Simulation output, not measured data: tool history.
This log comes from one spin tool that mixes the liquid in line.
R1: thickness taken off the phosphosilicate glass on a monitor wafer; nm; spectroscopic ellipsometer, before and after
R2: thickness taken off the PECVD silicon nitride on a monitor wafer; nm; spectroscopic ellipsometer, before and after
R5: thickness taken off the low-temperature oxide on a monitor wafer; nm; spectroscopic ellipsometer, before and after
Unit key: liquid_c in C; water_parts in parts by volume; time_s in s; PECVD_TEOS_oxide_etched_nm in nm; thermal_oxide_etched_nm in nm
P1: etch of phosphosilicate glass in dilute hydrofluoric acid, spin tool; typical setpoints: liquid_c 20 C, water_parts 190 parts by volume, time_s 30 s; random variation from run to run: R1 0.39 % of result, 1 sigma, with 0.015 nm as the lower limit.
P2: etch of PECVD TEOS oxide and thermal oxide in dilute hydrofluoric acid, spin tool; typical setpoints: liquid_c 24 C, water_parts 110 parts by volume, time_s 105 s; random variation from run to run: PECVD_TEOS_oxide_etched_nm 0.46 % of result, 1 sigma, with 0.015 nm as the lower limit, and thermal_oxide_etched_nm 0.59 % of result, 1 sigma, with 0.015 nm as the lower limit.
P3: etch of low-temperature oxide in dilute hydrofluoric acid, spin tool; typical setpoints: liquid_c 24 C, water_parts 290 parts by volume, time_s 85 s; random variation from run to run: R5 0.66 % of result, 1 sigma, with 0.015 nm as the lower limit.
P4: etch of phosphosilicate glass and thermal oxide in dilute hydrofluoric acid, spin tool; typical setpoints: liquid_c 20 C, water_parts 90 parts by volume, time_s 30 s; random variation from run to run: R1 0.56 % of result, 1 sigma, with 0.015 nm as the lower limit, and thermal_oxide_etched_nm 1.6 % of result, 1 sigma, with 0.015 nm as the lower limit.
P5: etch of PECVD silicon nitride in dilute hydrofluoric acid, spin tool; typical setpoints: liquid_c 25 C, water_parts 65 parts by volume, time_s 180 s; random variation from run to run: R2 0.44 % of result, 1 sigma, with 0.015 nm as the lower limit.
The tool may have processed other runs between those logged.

run 1 hour=4 | process=P1 liquid_c=20 water_parts=190 time_s=30 | R1=24.172
run 2 hour=8.1 | process=P5 liquid_c=25 water_parts=65 time_s=45 | R2=1.8637
run 3 hour=12.6 | process=P1 liquid_c=17 water_parts=190 time_s=30 | R1=21.549
run 4 hour=15.5 | process=P5 liquid_c=18 water_parts=65 time_s=180 | R2=4.68
run 5 hour=17.8 | process=P2 liquid_c=24 water_parts=110 time_s=105 | PECVD_TEOS_oxide_etched_nm=21.777 thermal_oxide_etched_nm=4.6921
run 6 hour=20 | process=P3 liquid_c=24 water_parts=290 time_s=130 | R5=6.0847
run 7 hour=22.8 | process=P2 liquid_c=24 water_parts=110 time_s=45 | PECVD_TEOS_oxide_etched_nm=9.3322 thermal_oxide_etched_nm=2.0409
run 8 hour=26.8 | process=P1 liquid_c=20 water_parts=190 time_s=55 | R1=44.167
run 9 hour=31 | process=P2 liquid_c=24 water_parts=45 time_s=105 | PECVD_TEOS_oxide_etched_nm=58.373 thermal_oxide_etched_nm=12.486
run 10 hour=35.3 | process=P5 liquid_c=25 water_parts=65 time_s=180 | R2=7.4979
run 11 hour=39.1 | process=P3 liquid_c=24 water_parts=465 time_s=85 | R5=2.1356
run 12 hour=41.7 | process=P4 liquid_c=27 water_parts=90 time_s=30 | R1=55.07 thermal_oxide_etched_nm=1.7888
run 13 hour=44.1 | process=P1 liquid_c=20 water_parts=60 time_s=30 | R1=88.67
run 14 hour=47.2 | process=P3 liquid_c=17 water_parts=290 time_s=85 | R5=3.0845
run 15 hour=49.9 | process=P1 liquid_c=20 water_parts=190 time_s=30 | R1=24.256
run 16 hour=53.2 | process=P2 liquid_c=17 water_parts=110 time_s=105 | PECVD_TEOS_oxide_etched_nm=16.353 thermal_oxide_etched_nm=3.5803
run 17 hour=57.2 | process=P1 liquid_c=20 water_parts=305 time_s=30 | R1=13.575
run 18 hour=61.3 | process=P1 liquid_c=20 water_parts=190 time_s=15 | R1=12.119
-- hour=64.7 thermometer replaced
run 19 hour=64.7 | process=P4 liquid_c=20 water_parts=90 time_s=15 | R1=20.632 thermal_oxide_etched_nm=0.65573
run 20 hour=68.4 | process=P1 liquid_c=20 water_parts=190 time_s=30 | R1=24.188
run 21 hour=70.5 | process=P1 liquid_c=20 water_parts=190 time_s=30 | R1=24.102
run 22 hour=74.4 | process=P1 liquid_c=27.5 water_parts=190 time_s=30 | R1=32.018
run 23 hour=79.3 | process=P5 liquid_c=25 water_parts=105 time_s=180 | R2=4.7133
run 24 hour=83.6 | process=P4 liquid_c=20 water_parts=90 time_s=30 | R1=41.394 thermal_oxide_etched_nm=1.3466
run 25 hour=85.9 | process=P1 liquid_c=17 water_parts=190 time_s=45 | R1=32.394
run 26 hour=88 | process=P4 liquid_c=20 water_parts=35 time_s=30 | R1=113.4 thermal_oxide_etched_nm=3.7502
run 27 hour=92.5 | process=P3 liquid_c=24 water_parts=290 time_s=85 | R5=3.9561
run 28 hour=97.5 | process=P1 liquid_c=20 water_parts=190 time_s=30 | R1=24.074
run 29 hour=101.6 | process=P1 liquid_c=20 water_parts=190 time_s=30 | R1=24.274
run 30 hour=105.6 | process=P1 liquid_c=20 water_parts=190 time_s=30 | R1=23.685
run 31 hour=108.3 | process=P1 liquid_c=20 water_parts=190 time_s=30 | R1=23.169
run 32 hour=111.9 | process=P1 liquid_c=20 water_parts=190 time_s=30 | R1=22.879
run 33 hour=116.7 | process=P1 liquid_c=20 water_parts=190 time_s=30 | R1=22.675
run 34 hour=121.3 | process=P1 liquid_c=20 water_parts=190 time_s=30 | R1=22.48
run 35 hour=124.7 | process=P1 liquid_c=20 water_parts=190 time_s=30 | R1=22.451
run 36 hour=127.3 | process=P1 liquid_c=20 water_parts=190 time_s=30 | R1=22.395
run 37 hour=130.4 | process=P1 liquid_c=20 water_parts=190 time_s=30 | R1=22.463
run 38 hour=132.6 | process=P1 liquid_c=20 water_parts=190 time_s=30 | R1=22.288

Something has made what P1 gives creep away from where it was; the 2 causes below, each at its own stated size, fit the log equally well:
A: hydrofluoric acid flow below the setpoint (%) = 6.44
B: liquid colder than its thermometer reads (K) = 2.03
The drift started at roughly hour 101.6.

Listed below are the offered check runs, one wafer per run, with question marks in place of results. For which of them would the causes give clearly different outcomes?
run check 1 hour=134.8 | process=P2 liquid_c=21 water_parts=110 time_s=65 | PECVD_TEOS_oxide_etched_nm=? thermal_oxide_etched_nm=?
run check 2 hour=134.8 | process=P4 liquid_c=23.5 water_parts=90 time_s=20 | R1=? thermal_oxide_etched_nm=?
run check 3 hour=134.8 | process=P3 liquid_c=18.5 water_parts=290 time_s=85 | R5=?
run check 4 hour=134.8 | process=P5 liquid_c=20.5 water_parts=100 time_s=180 | R2=?

Check results expected under each cause:
check=check_1 result=PECVD_TEOS_oxide_etched_nm if_A=11.106 if_B=11.02
check=check_1 result=thermal_oxide_etched_nm if_A=2.4061 if_B=2.3873
check=check_2 result=R1 if_A=29.513 if_B=29.278
check=check_2 result=thermal_oxide_etched_nm if_A=0.96259 if_B=0.95491
check=check_3 result=R5 if_A=2.9846 if_B=3.0054
check=check_4 result=R2 if_A=3.4102 if_B=3.1677
Gap, in per cent, between the two causes that each check separates least, read from the result that separates them most: check 1 0.78 %; check 2 0.8 %; check 3 0.7 %; check 4 7.38 %
Check 4 is the one run that separates the causes; every other check would come out nearly the same whichever cause is at work.

Check 4 has now been run. It gave: R2 3.4252 nm. Which of the candidate causes is it?

It was cause A: hydrofluoric acid flow below the setpoint (%).
